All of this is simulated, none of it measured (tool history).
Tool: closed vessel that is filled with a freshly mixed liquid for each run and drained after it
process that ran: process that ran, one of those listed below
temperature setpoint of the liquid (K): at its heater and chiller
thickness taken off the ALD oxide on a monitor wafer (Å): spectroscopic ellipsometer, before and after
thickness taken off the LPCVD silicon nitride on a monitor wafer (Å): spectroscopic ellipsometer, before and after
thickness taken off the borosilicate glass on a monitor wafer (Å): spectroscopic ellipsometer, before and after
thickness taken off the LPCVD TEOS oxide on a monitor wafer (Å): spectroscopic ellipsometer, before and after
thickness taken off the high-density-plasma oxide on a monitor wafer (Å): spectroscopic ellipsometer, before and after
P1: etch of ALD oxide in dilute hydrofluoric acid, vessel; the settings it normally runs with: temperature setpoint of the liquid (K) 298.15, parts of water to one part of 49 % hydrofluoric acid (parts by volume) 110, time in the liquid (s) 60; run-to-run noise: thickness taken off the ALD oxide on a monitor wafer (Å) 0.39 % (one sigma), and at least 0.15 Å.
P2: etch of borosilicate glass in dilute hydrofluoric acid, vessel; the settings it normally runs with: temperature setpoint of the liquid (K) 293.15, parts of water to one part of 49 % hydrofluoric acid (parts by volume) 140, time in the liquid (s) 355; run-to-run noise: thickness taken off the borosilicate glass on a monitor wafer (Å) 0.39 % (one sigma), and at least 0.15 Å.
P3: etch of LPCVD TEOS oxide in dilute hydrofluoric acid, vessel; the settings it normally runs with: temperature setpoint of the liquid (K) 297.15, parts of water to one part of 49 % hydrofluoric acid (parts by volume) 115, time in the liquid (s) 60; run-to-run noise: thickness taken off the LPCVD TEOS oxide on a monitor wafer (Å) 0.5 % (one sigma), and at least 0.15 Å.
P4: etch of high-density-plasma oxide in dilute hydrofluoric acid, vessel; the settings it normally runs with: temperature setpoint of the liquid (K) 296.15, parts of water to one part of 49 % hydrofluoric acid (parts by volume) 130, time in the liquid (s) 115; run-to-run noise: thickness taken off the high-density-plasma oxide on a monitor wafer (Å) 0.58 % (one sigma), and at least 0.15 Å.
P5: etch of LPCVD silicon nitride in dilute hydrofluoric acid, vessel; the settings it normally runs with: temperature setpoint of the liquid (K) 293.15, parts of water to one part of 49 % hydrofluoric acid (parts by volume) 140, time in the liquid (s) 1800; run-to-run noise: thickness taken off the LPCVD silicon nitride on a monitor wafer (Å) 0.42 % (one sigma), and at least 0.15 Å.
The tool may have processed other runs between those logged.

run,hour,process that ran,temperature setpoint of the liquid (K),parts of water to one part of 49 % hydrofluoric acid (parts by volume),time in the liquid (s),thickness taken off the ALD oxide on a monitor wafer (Å),thickness taken off the LPCVD silicon nitride on a monitor wafer (Å),thickness taken off the borosilicate glass on a monitor wafer (Å),thickness taken off the LPCVD TEOS oxide on a monitor wafer (Å),thickness taken off the high-density-plasma oxide on a monitor wafer (Å)
1,6.1,P1,298.15,110,60,174.50,,,,
2,15.6,P1,298.15,65,60,313.93,,,,
3,26.5,P1,303.15,110,60,212.83,,,,
4,32.8,P1,298.15,110,60,175.33,,,,
5,41.4,P5,293.15,140,1800,,53.484,,,
6,48.0,P1,298.15,110,60,174.96,,,,
7,53.6,P2,293.15,215,355,,,320.65,,
8,64.5,P3,305.15,115,60,,,,279.94,
9,74.2,P1,298.15,150,60,122.35,,,,
10,82.2,P1,294.15,110,60,148.00,,,,
11,91.7,P5,290.15,140,1800,,43.617,,,
12,100.9,P2,293.15,140,355,,,528.51,,
13,107.6,P2,293.15,140,195,,,292.16,,
14,114.1,P4,296.15,130,185,,,,,82.003
15,121.3,P3,297.15,115,90,,,,315.25,
16,131.1,P1,298.15,190,115,176.59,,,,
17,136.1,P1,298.15,110,60,174.64,,,,
18,145.6,P5,293.15,85,1800,,87.224,,,
19,152.0,P1,298.15,110,60,174.41,,,,
20,163.3,P2,290.15,140,355,,,469.61,,
21,168.6,P4,296.15,130,115,,,,,51.204
22,175.9,P1,298.15,110,120,350.39,,,,
23,184.5,P5,293.15,140,3290,,97.032,,,
24,190.5,P4,300.15,130,115,,,,,59.631
25,200.3,P4,296.15,45,115,,,,,164.180
26,206.8,P1,298.15,110,30,86.70,,,,
27,216.4,P5,293.15,140,1800,,53.282,,,
28,226.1,P1,302.15,150,60,142.49,,,,
29,234.8,P1,298.15,110,60,174.84,,,,
30,244.5,P4,296.15,130,115,,,,,51.491
31,249.8,P2,293.15,140,355,,,529.35,,
32,258.0,P3,297.15,195,60,,,,112.17,
33,269.2,P3,297.15,115,60,,,,208.48,
34,280.1,P1,298.15,110,60,173.51,,,,
35,287.2,P1,298.15,110,60,168.12,,,,
36,292.2,P1,298.15,110,60,164.67,,,,

What does the tool deliver on the next run?
37,303.3,P1,298.15,110,60,?,,,,

{"run 37": {"thickness taken off the ALD oxide on a monitor wafer (Å)": 160.89}}

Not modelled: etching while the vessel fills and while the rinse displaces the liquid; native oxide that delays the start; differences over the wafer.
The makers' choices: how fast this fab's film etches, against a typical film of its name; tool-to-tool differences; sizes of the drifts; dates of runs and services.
